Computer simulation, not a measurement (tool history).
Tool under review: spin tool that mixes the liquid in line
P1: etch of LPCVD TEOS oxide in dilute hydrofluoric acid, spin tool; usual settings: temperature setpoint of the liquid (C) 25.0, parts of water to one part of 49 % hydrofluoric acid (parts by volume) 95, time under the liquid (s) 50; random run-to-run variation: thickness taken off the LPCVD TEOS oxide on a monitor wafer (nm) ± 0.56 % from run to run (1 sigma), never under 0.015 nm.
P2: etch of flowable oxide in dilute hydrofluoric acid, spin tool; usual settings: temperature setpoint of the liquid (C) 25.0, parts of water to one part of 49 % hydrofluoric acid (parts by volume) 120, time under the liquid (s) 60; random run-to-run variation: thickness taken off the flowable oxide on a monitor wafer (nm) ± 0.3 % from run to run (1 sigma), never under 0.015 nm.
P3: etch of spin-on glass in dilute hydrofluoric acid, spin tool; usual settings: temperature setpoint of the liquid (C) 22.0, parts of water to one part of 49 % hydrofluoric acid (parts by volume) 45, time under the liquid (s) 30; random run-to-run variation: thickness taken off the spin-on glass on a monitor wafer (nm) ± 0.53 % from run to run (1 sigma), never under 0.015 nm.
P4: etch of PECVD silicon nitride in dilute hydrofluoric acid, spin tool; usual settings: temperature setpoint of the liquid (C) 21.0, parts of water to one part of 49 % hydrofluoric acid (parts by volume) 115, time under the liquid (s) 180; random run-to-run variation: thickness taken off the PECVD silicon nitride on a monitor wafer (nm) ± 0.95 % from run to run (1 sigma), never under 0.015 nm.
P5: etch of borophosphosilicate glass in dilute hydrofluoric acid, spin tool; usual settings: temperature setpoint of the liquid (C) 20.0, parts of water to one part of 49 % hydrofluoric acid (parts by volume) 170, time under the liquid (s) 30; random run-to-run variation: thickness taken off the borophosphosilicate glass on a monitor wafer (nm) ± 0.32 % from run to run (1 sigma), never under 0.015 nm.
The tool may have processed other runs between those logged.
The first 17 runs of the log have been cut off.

run   hour  process that ran  temperature setpoint of the liquid (C)  parts of water to one part of 49 % hydrofluoric acid (parts by volume)  time under the liquid (s)  hours since the thermometer was replaced  hours since the hydrofluoric acid flow meter was replaced  thickness taken off the LPCVD TEOS oxide on a monitor wafer (nm)  thickness taken off the PECVD silicon nitride on a monitor wafer (nm)  thickness taken off the spin-on glass on a monitor wafer (nm)  thickness taken off the flowable oxide on a monitor wafer (nm)  thickness taken off the borophosphosilicate glass on a monitor wafer (nm)
 18  252.2                P1                                    25.0                                                                      95                         50                                     696.6                                                     1021.3                                                           22.0370
 19  266.3                P1                                    30.5                                                                      60                         50                                     710.7                                                     1035.4                                                           45.5330
 20  278.8                P2                                    25.0                                                                      30                         60                                     723.2                                                     1047.9                                                                                                                                                                                                                                                                  61.261
 21  291.2                P3                                    25.5                                                                      45                         30                                     735.6                                                     1060.3                                                                                                                                                                                                  25.572
 22  301.9                P1                                    25.0                                                                      95                         50                                     746.3                                                     1071.0                                                           21.8660
 23  312.9                P5                                    20.0                                                                     285                         30                                     757.3                                                     1082.0                                                                                                                                                                                                                                                                                                                                             4.5801
 24  321.0                P1                                    25.0                                                                      50                         50                                     765.4                                                     1090.1                                                           44.4460
 25  329.3                P4                                    17.0                                                                     115                        180                                     773.7                                                     1098.4                                                                                                                                  1.74150
 26  338.0                P1                                    25.0                                                                      95                         50                                     782.4                                                     1107.1                                                           21.7960
 27  346.3                P1                                    25.0                                                                      95                         50                                     790.7                                                     1115.4                                                           22.0330
 28  361.5                P1                                    25.0                                                                      95                         75                                     805.9                                                     1130.6                                                           33.0140
 29  370.3                P3                                    22.0                                                                      45                         45                                     814.7                                                     1139.4                                                                                                                                                                                                  32.808
 30  378.9                P1                                    25.0                                                                      95                         15                                     823.3                                                     1148.0                                                            6.5622
 31  388.9                P3                                    22.0                                                                      45                         30                                     833.3                                                     1158.0                                                                                                                                                                                                  21.959
 32  400.3                P1                                    25.0                                                                      95                         50                                     844.7                                                     1169.4                                                           21.7800
 33  416.7                P1                                    25.0                                                                      95                         50                                     861.1                                                     1185.8                                                           21.4870
 34  433.2                P1                                    25.0                                                                      95                         50                                     877.6                                                     1202.3                                                           21.1890

Estimate the outcome of run 35 from the log above:
 35  446.5                P1                                    25.0                                                                      95                         50                                     890.9                                                     1215.6                                                                 ?

{"run 35": {"thickness taken off the LPCVD TEOS oxide on a monitor wafer (nm)": 21.139}}
